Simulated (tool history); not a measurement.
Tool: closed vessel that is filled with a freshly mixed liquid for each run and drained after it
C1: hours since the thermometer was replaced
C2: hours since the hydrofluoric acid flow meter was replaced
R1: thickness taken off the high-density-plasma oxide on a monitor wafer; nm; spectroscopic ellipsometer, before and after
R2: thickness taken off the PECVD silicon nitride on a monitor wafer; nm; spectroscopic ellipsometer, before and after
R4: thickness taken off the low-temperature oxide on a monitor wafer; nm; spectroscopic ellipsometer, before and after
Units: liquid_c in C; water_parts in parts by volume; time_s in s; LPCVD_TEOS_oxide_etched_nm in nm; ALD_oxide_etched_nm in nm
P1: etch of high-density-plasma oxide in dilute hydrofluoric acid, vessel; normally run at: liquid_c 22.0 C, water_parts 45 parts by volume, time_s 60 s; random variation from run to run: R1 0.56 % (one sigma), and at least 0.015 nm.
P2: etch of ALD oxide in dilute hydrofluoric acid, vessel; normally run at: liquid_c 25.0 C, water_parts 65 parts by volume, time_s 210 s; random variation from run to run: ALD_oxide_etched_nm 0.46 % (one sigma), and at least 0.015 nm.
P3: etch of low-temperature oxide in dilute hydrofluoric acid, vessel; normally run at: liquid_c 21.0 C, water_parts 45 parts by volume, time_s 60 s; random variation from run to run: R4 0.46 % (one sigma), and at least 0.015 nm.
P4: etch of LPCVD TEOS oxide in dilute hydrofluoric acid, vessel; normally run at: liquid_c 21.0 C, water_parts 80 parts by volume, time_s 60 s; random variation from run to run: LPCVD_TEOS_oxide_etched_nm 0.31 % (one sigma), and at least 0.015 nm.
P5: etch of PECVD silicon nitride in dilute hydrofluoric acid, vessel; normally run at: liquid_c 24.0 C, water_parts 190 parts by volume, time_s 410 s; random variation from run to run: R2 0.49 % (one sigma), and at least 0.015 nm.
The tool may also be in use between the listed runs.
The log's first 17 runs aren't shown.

run 18 day=7.304 | process=P1 liquid_c=22.0 water_parts=45 time_s=30 | C1=520.8 C2=137.0 | R1=3.7159
run 19 day=7.558 | process=P5 liquid_c=24.0 water_parts=190 time_s=410 | C1=526.9 C2=143.1 | R2=6.6601
run 20 day=7.854 | process=P1 liquid_c=22.0 water_parts=45 time_s=60 | C1=534.0 C2=150.2 | R1=7.4436
run 21 day=8.371 | process=P1 liquid_c=22.0 water_parts=70 time_s=60 | C1=546.4 C2=162.6 | R1=4.5800
run 22 day=8.767 | process=P1 liquid_c=17.5 water_parts=45 time_s=90 | C1=555.9 C2=172.1 | R1=9.0952
run 23 day=9.238 | process=P2 liquid_c=25.0 water_parts=65 time_s=210 | C1=567.2 C2=183.4 | ALD_oxide_etched_nm=50.182
run 24 day=9.579 | process=P3 liquid_c=21.0 water_parts=20 time_s=60 | C1=575.4 C2=191.6 | R4=61.099
run 25 day=10.000 | process=P1 liquid_c=22.0 water_parts=45 time_s=60 | C1=585.5 C2=201.7 | R1=7.3069
run 26 day=10.475 | process=P4 liquid_c=21.0 water_parts=80 time_s=60 | C1=596.9 C2=213.1 | LPCVD_TEOS_oxide_etched_nm=11.2560
run 27 day=10.983 | process=P1 liquid_c=22.0 water_parts=25 time_s=30 | C1=609.1 C2=225.3 | R1=6.7537
run 28 day=11.288 | process=P1 liquid_c=22.0 water_parts=45 time_s=90 | C1=616.4 C2=232.6 | R1=10.9130
run 29 day=11.808 | process=P4 liquid_c=25.0 water_parts=80 time_s=60 | C1=628.9 C2=245.1 | LPCVD_TEOS_oxide_etched_nm=13.1490
run 30 day=12.321 | process=P1 liquid_c=27.0 water_parts=45 time_s=60 | C1=641.2 C2=257.4 | R1=8.9870
run 31 day=12.633 | process=P3 liquid_c=21.0 water_parts=45 time_s=60 | C1=648.7 C2=264.9 | R4=26.448
run 32 day=13.058 | process=P2 liquid_c=31.0 water_parts=65 time_s=210 | C1=658.9 C2=275.1 | ALD_oxide_etched_nm=63.124
run 33 day=13.546 | process=P1 liquid_c=22.0 water_parts=45 time_s=60 | C1=670.6 C2=286.8 | R1=7.3154

Forecast run 34:
run 34 day=14.058 | process=P1 liquid_c=22.0 water_parts=45 time_s=60 | C1=682.9 C2=299.1 | R1=?

R1: 7.7471 nm
